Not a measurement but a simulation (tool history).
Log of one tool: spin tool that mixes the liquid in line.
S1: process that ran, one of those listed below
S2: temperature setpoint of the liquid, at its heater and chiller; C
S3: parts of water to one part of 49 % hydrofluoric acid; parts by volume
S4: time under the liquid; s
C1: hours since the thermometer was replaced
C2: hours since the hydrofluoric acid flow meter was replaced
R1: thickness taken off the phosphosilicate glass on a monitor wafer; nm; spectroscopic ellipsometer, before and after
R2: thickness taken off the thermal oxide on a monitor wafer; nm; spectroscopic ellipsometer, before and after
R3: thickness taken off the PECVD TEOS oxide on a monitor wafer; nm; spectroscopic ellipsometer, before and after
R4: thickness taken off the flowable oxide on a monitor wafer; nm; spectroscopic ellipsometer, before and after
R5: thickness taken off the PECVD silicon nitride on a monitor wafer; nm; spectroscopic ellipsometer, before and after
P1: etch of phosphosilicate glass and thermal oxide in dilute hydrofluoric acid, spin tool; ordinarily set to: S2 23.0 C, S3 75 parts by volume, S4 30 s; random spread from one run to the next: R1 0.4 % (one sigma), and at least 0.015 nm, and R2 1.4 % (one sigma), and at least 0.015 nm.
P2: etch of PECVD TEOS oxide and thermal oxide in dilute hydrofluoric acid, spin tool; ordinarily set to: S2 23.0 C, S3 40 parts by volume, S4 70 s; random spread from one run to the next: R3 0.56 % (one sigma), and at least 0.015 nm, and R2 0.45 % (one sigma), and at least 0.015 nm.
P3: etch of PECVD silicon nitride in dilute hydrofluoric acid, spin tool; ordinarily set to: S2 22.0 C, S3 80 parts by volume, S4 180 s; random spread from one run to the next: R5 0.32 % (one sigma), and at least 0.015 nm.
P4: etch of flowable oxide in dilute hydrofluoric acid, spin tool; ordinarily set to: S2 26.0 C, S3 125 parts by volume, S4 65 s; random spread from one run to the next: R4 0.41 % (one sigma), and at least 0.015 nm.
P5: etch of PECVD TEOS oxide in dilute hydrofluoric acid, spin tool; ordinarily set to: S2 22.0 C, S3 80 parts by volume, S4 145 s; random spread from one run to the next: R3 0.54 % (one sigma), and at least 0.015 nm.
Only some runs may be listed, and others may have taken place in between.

run   hour  S1    S2   S3   S4     C1     C2       R1        R2       R3      R4       R5
  1    6.7  P1  23.0   75   30  137.3  670.3   31.283   2.01170
  2   14.0  P2  23.0   40  100  144.6  677.6           13.35200  28.9020
  3   19.5  P1  23.0   20   30  150.1  683.1  126.500   8.09130
  4   30.0  P4  26.0  125   65  160.6  693.6                              14.642
  5   37.8  P5  22.0   80   30  168.4  701.4                      6.0086
  6   43.1  P5  22.0   80  145  173.7  706.7                     28.8170
  7   53.2  P5  17.0   80  145  183.8  716.8                     23.4360
  8   63.5  P1  27.5   75   30  194.1  727.1   37.402   2.40470
  9   72.8  P1  23.0   75   30  203.4  736.4   31.211   1.94180
 10   79.1  P2  23.0   40   70  209.7  742.7            9.28210  20.1110
 11   85.5  P2  18.5   40   70  216.1  749.1            7.64790  16.4530
 12   94.0  P1  23.0   45   55  224.6  757.6   99.741   6.36420
 13  104.5  P3  22.0   80  180  235.1  768.1                                      11.2380
 14  112.3  P2  23.0   20   70  242.9  775.9           19.14400  41.3780
 15  118.4  P1  23.0   75   50  249.0  782.0   51.839   3.27520
 16  129.0  P3  26.5   80  180  259.6  792.6                                      15.2700
 17  138.6  P1  23.0  135   30  269.2  802.2   16.171   0.99877
 18  147.1  P1  23.0   75   15  277.7  810.7   15.759   1.02040
 19  154.2  P2  23.0   40   70  284.8  817.8            9.29680  20.3270
 20  162.6  P1  17.0   75   30  293.2  826.2   24.424   1.57220
 21  169.1  P4  19.5  125   65  299.7  832.7                              11.238
 22  177.0  P1  17.0  130   30  307.6  840.6   13.220   0.85178
 23  181.9  P3  22.0   80  340  312.5  845.5                                      21.1610
     189.7  -- thermometer replaced
 24  191.9  P5  22.0  120  145    2.2  855.5                     18.2980
 25  201.6  P1  30.0   30   30   11.9  865.2  110.140   7.04620
 26  209.1  P1  23.0   75   30   19.4  872.7   31.437   2.02870
 27  216.5  P4  26.0  125   15   26.8  880.1                               3.366
 28  224.7  P4  26.0   65   65   35.0  888.3                              30.461
 29  231.7  P1  23.0   75   30   42.0  895.3   31.342   2.01580
 30  237.3  P3  22.0  130  180   47.6  900.9                                       6.9742
 31  246.3  P1  23.0   75   30   56.6  909.9   31.342   1.94540
 32  255.1  P1  23.0   75   30   65.4  918.7   30.647   1.94430
 33  264.3  P1  23.0   75   30   74.6  927.9   30.156   1.91470
 34  269.8  P1  23.0   75   30   80.1  933.4   29.769   1.91210
 35  278.6  P1  23.0   75   30   88.9  942.2   29.563   1.87610
 36  285.9  P1  23.0   75   30   96.2  949.5   29.620   1.84290
 37  295.5  P1  23.0   75   30  105.8  959.1   29.247   1.85440
 38  301.4  P1  23.0   75   30  111.7  965.0   29.254   1.82850
 39  308.7  P1  23.0   75   30  119.0  972.3   29.266   1.90490
 40  315.5  P1  23.0   75   30  125.8  979.1   29.031   1.88370
 41  325.5  P1  23.0   75   30  135.8  989.1   29.109   1.86340
 42  334.9  P1  23.0   75   30  145.2  998.5   28.956   1.84140

What P1 gives has crept away from where it was. These 2 causes fit the log equally well, each at the size given:
A: hydrofluoric acid flow below the setpoint (%) = 6.37
B: liquid colder than its thermometer reads (K) = 1.77
The creep began at about hour 246.3.

Question marks stand in for the results of the 4 check runs listed below, each run on one wafer. Under which run would the listed causes show clearly different results?
check 1  344.3  P4  26.0  125   65                       ?
check 2  344.3  P5  22.0   80  145                   ?
check 3  344.3  P3  22.0   80  180                           ?
check 4  344.3  P2  23.0   40   70               ?   ?

How each check would come out, cause by cause:
  check  result     if A     if B
check 1      R4   13.520   13.630
check 2      R3  26.7820  26.7650
check 3      R5  10.5610   9.9869
check 4      R2  8.67310  8.62840
check 4      R3  18.8120  18.7150
Smallest distance between any two causes, each pair judged by its most separating result, in per cent: check 1 0.81 %; check 2 0.06 %; check 3 5.59 %; check 4 0.52 %
The causes can be told apart only by check 3. The other checks would give nearly the same results under each of them.

Check 3 was then run and gave: R5 10.5740 nm. Which cause is it?

It is A: hydrofluoric acid flow below the setpoint (%).

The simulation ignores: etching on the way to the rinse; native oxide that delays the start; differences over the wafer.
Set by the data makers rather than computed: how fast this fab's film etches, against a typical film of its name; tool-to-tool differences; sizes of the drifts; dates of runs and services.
